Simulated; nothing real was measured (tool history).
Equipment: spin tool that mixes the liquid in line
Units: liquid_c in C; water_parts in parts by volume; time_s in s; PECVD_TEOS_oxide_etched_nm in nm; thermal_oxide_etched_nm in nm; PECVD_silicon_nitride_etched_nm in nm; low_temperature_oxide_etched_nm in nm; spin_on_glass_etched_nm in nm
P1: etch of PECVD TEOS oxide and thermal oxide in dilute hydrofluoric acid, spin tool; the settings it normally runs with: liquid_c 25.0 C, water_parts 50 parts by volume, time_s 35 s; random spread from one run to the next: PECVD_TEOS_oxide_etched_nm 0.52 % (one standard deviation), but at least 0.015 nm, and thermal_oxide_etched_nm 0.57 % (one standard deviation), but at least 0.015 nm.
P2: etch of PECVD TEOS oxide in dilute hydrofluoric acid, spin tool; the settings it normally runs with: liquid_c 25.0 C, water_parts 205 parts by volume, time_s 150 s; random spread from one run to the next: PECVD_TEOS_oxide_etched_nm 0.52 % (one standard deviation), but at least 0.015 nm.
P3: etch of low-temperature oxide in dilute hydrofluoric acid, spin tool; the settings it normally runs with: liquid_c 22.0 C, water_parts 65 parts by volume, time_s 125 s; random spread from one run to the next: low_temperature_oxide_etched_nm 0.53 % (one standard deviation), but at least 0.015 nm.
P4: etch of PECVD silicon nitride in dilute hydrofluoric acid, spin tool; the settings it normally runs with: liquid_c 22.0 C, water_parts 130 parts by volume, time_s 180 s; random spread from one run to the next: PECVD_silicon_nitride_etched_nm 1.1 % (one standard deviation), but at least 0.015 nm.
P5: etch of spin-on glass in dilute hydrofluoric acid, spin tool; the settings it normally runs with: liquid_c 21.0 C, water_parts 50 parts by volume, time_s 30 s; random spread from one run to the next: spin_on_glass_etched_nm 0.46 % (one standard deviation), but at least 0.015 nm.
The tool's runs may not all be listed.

run  hour  process  liquid_c  water_parts  time_s  hours since the thermometer was replaced  hours since the hydrofluoric acid flow meter was replaced  PECVD_TEOS_oxide_etched_nm  thermal_oxide_etched_nm  PECVD_silicon_nitride_etched_nm  low_temperature_oxide_etched_nm  spin_on_glass_etched_nm
  1   5.4       P1      25.0           50      35                                     551.0                                                      852.1                     22.3110                   3.7775
  2   9.9       P4      22.0          180     180                                     555.5                                                      856.6                                                                               1.74720
  3  14.9       P2      33.0          205     150                                     560.5                                                      861.6                     10.4110
  4  20.0       P3      17.0           65     125                                     565.6                                                      866.7                                                                                                                21.3050
  5  23.5       P2      25.0          205      80                                     569.1                                                      870.2                      4.1615
  6  27.2       P1      25.0           50      35                                     572.8                                                      873.9                     22.2040                   3.7743
  7  31.0       P3      22.0           65     125                                     576.6                                                      877.7                                                                                                                26.2830
  8  35.7       P2      25.0          205     150                                     581.3                                                      882.4                      7.8939
  9  38.3       P1      25.0           50      50                                     583.9                                                      885.0                     32.0570                   5.3805
 10  43.0       P1      32.5           75      35                                     588.6                                                      889.7                     19.2390                   3.3055
 11  45.7       P4      22.0          130      20                                     591.3                                                      892.4                                                                               0.29578
 12  51.1       P3      22.0           65      25                                     596.7                                                      897.8                                                                                                                 5.3492
     52.3  -- hydrofluoric acid flow meter replaced
 13  53.5       P3      22.0          100     125                                     599.1                                                        1.2                                                                                                                16.5110
 14  56.6       P1      25.0           50      35                                     602.2                                                        4.3                     22.4550                   3.7724
 15  59.0       P5      17.0           50      30                                     604.6                                                        6.7                                                                                                                                          18.195
 16  62.2       P4      17.0          130     180                                     607.8                                                        9.9                                                                               1.76370
 17  64.8       P4      22.0          130     180                                     610.4                                                       12.5                                                                               2.46000
 18  67.4       P2      25.0          205     150                                     613.0                                                       15.1                      7.7489
 19  70.7       P5      21.0           50      15                                     616.3                                                       18.4                                                                                                                                          10.873
 20  73.3       P5      21.0           30      30                                     618.9                                                       21.0                                                                                                                                          36.834
 21  76.7       P1      21.5           50      20                                     622.3                                                       24.4                     11.0430                   1.8888

Run 22 has not been measured yet. What should we expect?
 22  81.0       P1      29.0           50      35                                     626.6                                                       28.7                           ?                        ?

Run 22 measured PECVD_TEOS_oxide_etched_nm 26.2760 nm, thermal_oxide_etched_nm 4.4355 nm.

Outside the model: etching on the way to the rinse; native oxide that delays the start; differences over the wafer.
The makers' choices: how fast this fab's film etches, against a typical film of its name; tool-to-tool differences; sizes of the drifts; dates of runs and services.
